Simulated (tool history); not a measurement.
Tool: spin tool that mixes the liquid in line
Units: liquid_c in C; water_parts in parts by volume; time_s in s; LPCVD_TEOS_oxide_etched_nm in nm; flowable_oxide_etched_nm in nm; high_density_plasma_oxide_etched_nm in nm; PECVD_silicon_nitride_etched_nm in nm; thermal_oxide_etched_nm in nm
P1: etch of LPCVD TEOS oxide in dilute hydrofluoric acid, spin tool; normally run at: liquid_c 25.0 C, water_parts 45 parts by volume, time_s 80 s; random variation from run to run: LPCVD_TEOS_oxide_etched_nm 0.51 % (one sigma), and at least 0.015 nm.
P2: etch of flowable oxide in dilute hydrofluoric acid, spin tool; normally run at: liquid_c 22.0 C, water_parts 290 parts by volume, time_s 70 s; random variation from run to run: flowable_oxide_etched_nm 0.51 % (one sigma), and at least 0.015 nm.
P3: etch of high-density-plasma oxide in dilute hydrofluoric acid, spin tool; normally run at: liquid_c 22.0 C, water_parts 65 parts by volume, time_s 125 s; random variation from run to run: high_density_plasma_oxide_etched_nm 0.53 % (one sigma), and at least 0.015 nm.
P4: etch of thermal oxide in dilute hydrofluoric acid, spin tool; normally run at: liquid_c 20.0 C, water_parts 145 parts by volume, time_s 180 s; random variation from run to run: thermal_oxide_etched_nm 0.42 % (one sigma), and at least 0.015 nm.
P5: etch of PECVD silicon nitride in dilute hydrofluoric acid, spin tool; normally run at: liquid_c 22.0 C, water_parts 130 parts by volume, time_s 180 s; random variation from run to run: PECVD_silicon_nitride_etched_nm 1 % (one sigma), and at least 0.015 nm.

run   hour  process  liquid_c  water_parts  time_s  hours since the thermometer was replaced  hours since the hydrofluoric acid flow meter was replaced  LPCVD_TEOS_oxide_etched_nm  flowable_oxide_etched_nm  high_density_plasma_oxide_etched_nm  PECVD_silicon_nitride_etched_nm  thermal_oxide_etched_nm
  1    2.7       P1      25.0           45      80                                    1112.3                                                     1024.9                      33.681
  2    6.6       P2      22.0          290      70                                    1116.2                                                     1028.8                                                13.343
  3    9.8       P1      25.0           45      80                                    1119.4                                                     1032.0                      33.899
  4   14.3       P1      25.0           45      80                                    1123.9                                                     1036.5                      33.757
  5   18.7       P3      22.0           65      20                                    1128.3                                                     1040.9                                                                                     2.3629
  6   21.2       P1      25.0           45     155                                    1130.8                                                     1043.4                      65.118
  7   25.0       P1      25.0           65      80                                    1134.6                                                     1047.2                      22.625
  8   28.6       P1      25.0           45      80                                    1138.2                                                     1050.8                      33.890
  9   31.8       P3      22.0           65     125                                    1141.4                                                     1054.0                                                                                    14.7300
 10   34.5       P1      20.0           45     155                                    1144.1                                                     1056.7                      53.015
 11   37.6       P5      26.5          130     180                                    1147.2                                                     1059.8                                                                                                                     3.05820
 12   41.8       P1      25.0           30      80                                    1151.4                                                     1064.0                      51.355
 13   45.2       P2      22.0          290     130                                    1154.8                                                     1067.4                                                24.930
 14   49.5       P4      20.0          145     180                                    1159.1                                                     1071.7                                                                                                                                               4.9386
 15   53.3       P4      20.0          145     310                                    1162.9                                                     1075.5                                                                                                                                               8.4603
 16   58.0       P1      25.0           45      80                                    1167.6                                                     1080.2                      33.929
 17   60.5       P5      22.0          130      75                                    1170.1                                                     1082.7                                                                                                                     0.95184
 18   65.1       P2      22.0           50      70                                    1174.7                                                     1087.3                                               100.050
 19   68.0       P1      31.0           45      80                                    1177.6                                                     1090.2                      43.195
 20   71.8       P1      25.0           45      80                                    1181.4                                                     1094.0                      33.699
 21   74.1       P5      22.0           50     180                                    1183.7                                                     1096.3                                                                                                                     5.77630
 22   76.6       P1      25.0           45      80                                    1186.2                                                     1098.8                      33.811
 23   80.7       P1      20.5           45      80                                    1190.3                                                     1102.9                      27.909
 24   83.6       P3      22.0          105     125                                    1193.2                                                     1105.8                                                                                     8.7635
 25   86.6       P4      20.0          230     180                                    1196.2                                                     1108.8                                                                                                                                               2.8641
 26   90.2       P2      22.0          290      70                                    1199.8                                                     1112.4                                                13.366
 27   92.7       P4      17.0          145     180                                    1202.3                                                     1114.9                                                                                                                                               4.3879
 28   97.5       P2      17.5          290      70                                    1207.1                                                     1119.7                                                11.262
 29  101.1       P5      22.0          130     180                                    1210.7                                                     1123.3                                                                                                                     2.26470
 30  104.1       P3      25.5           65     125                                    1213.7                                                     1126.3                                                                                    17.0830
 31  108.0       P5      22.0          130     180                                    1217.6                                                     1130.2                                                                                                                     2.28910
 32  112.3       P1      25.0           45      35                                    1221.9                                                     1134.5                      14.699
 33  114.7       P1      20.5           20      80                                    1224.3                                                     1136.9                      64.876
 34  118.5       P1      25.0           45      80                                    1228.1                                                     1140.7                      33.846
 35  121.1       P1      25.0           45      80                                    1230.7                                                     1143.3                      34.633
 36  124.7       P1      25.0           45      80                                    1234.3                                                     1146.9                      35.844
 37  127.7       P1      25.0           45      80                                    1237.3                                                     1149.9                      36.125
 38  132.7       P1      25.0           45      80                                    1242.3                                                     1154.9                      36.657
 39  135.5       P1      25.0           45      80                                    1245.1                                                     1157.7                      37.101

The next listed run, before its measurement:
 40  140.6       P1      25.0           45      80                                    1250.2                                                     1162.8                           ?

{"run 40": {"LPCVD_TEOS_oxide_etched_nm": 36.97}}

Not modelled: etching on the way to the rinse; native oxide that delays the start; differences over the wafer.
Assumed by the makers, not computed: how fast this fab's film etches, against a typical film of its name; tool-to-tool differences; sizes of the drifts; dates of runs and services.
